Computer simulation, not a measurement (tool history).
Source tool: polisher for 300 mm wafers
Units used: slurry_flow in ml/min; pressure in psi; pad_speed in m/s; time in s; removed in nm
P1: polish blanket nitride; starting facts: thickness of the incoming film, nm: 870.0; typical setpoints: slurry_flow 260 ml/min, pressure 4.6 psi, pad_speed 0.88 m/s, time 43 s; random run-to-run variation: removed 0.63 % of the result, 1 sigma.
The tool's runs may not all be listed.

| run | day | slurry_flow | pressure | pad_speed | time | wafers polished on this pad | hours since the slurry nozzle was cleaned | hours since the head pressure was calibrated | removed |
|---|---|---|---|---|---|---|---|---|---|
| 1 | 0.221 | 260 | 4.6 | 0.88 | 43 | 1111 | 282.5 | 289.6 | 92.976 |
| 2 | 0.533 | 260 | 4.6 | 0.88 | 43 | 1196 | 290.0 | 297.1 | 92.523 |
| 3 | 0.950 | 260 | 4.6 | 0.88 | 43 | 1310 | 300.0 | 307.1 | 91.534 |
| 4 | 1.246 | 260 | 4.6 | 0.88 | 43 | 1391 | 307.1 | 314.2 | 91.784 |
| 5 | 1.525 | 260 | 2.6 | 0.88 | 43 | 1467 | 313.8 | 320.9 | 52.387 |
| 6 | 1.950 | 260 | 4.6 | 0.46 | 43 | 1584 | 324.0 | 331.1 | 54.503 |
| 7 | 2.233 | 385 | 4.6 | 0.88 | 30 | 1661 | 330.8 | 337.9 | 66.923 |
| 8 | 2.446 | 155 | 4.6 | 0.88 | 43 | 1719 | 335.9 | 343.0 | 86.421 |
|  | 2.479 | slurry nozzle cleaned |
| 9 | 2.792 | 260 | 4.6 | 0.88 | 66 | 1814 | 7.6 | 351.3 | 142.800 |
| 10 | 3.167 | 260 | 4.6 | 0.88 | 19 | 1916 | 16.6 | 360.3 | 41.186 |
| 11 | 3.596 | 260 | 4.6 | 0.88 | 43 | 2033 | 26.9 | 370.6 | 92.895 |
| 12 | 3.967 | 260 | 4.6 | 0.88 | 43 | 2135 | 35.8 | 379.5 | 92.794 |
| 13 | 4.383 | 260 | 4.6 | 0.88 | 43 | 2249 | 45.8 | 389.5 | 92.723 |
| 14 | 4.704 | 260 | 6.8 | 0.88 | 43 | 2336 | 53.5 | 397.2 | 134.560 |
| 15 | 5.033 | 260 | 4.6 | 1.12 | 43 | 2426 | 61.4 | 405.1 | 112.440 |
| 16 | 5.321 | 375 | 4.6 | 0.88 | 43 | 2505 | 68.3 | 412.0 | 96.265 |
| 17 | 5.517 | 260 | 4.6 | 0.88 | 43 | 2558 | 73.0 | 416.7 | 92.238 |
| 18 | 5.950 | 260 | 4.6 | 0.88 | 43 | 2677 | 83.4 | 427.1 | 90.142 |
| 19 | 6.258 | 260 | 4.6 | 0.88 | 43 | 2761 | 90.8 | 434.5 | 89.727 |
| 20 | 6.550 | 260 | 4.6 | 0.88 | 43 | 2841 | 97.8 | 441.5 | 88.040 |
| 21 | 6.900 | 260 | 4.6 | 0.88 | 43 | 2936 | 106.2 | 449.9 | 88.341 |
|  | 6.904 | head pressure recalibrated |
| 22 | 7.292 | 260 | 4.6 | 0.88 | 43 | 3044 | 115.6 | 9.4 | 88.688 |
| 23 | 7.704 | 260 | 4.6 | 0.88 | 43 | 3156 | 125.5 | 19.3 | 87.140 |
| 24 | 8.146 | 260 | 4.6 | 0.88 | 43 | 3277 | 136.1 | 29.9 | 87.297 |
| 25 | 8.367 | 260 | 4.6 | 0.88 | 43 | 3337 | 141.4 | 35.2 | 88.005 |
| 26 | 8.804 | 260 | 4.6 | 0.88 | 43 | 3457 | 151.9 | 45.7 | 87.463 |

The output of P1 has drifted from where it used to be. Each of the 2 causes below, taken at the size shown beside it, accounts for the log equally well:
A: removal rate lost through wear of the pad, % = 5.19
B: slurry flow missing at the pad, % = 34.2
The process output started creeping at around day 5.517.
Excluded causes, each with its reason:
head's pressure below its setpoint, %: serviced at day 6.904, after the drift had started, without restoring the earlier output

Each of the check runs listed below is run on 5 wafers and reports their average, with the results left as question marks. Pick the one under which the possible causes would lead to clearly different results.
| check 1 | 9.242 | 260 | 3.1 | 0.88 | 24 |  |  |  | ? |
| check 2 | 9.242 | 260 | 4.6 | 0.48 | 43 |  |  |  | ? |
| check 3 | 9.242 | 260 | 6.3 | 0.88 | 61 |  |  |  | ? |
| check 4 | 9.242 | 175 | 5.9 | 0.88 | 43 |  |  |  | ? |

If the cause were each of the candidates in turn, the checks would give the following:
| check | result | if A | if B |
|---|---|---|---|
| check 1 | removed | 32.909 | 32.912 |
| check 2 | removed | 53.874 | 53.878 |
| check 3 | removed | 169.990 | 170.000 |
| check 4 | removed | 106.770 | 104.280 |
Per check, the gap between the least separated pair of causes, taken in the result that splits them most: check 1 0.01 %; check 2 0.01 %; check 3 0.01 %; check 4 2.36 %
Only in check 4 would the causes give clearly different results; in the remaining checks their results would be nearly the same.

After running check 4, the following was obtained: removed 106.070 nm. Which cause does this point to?

A is the cause: removal rate lost through wear of the pad, %.
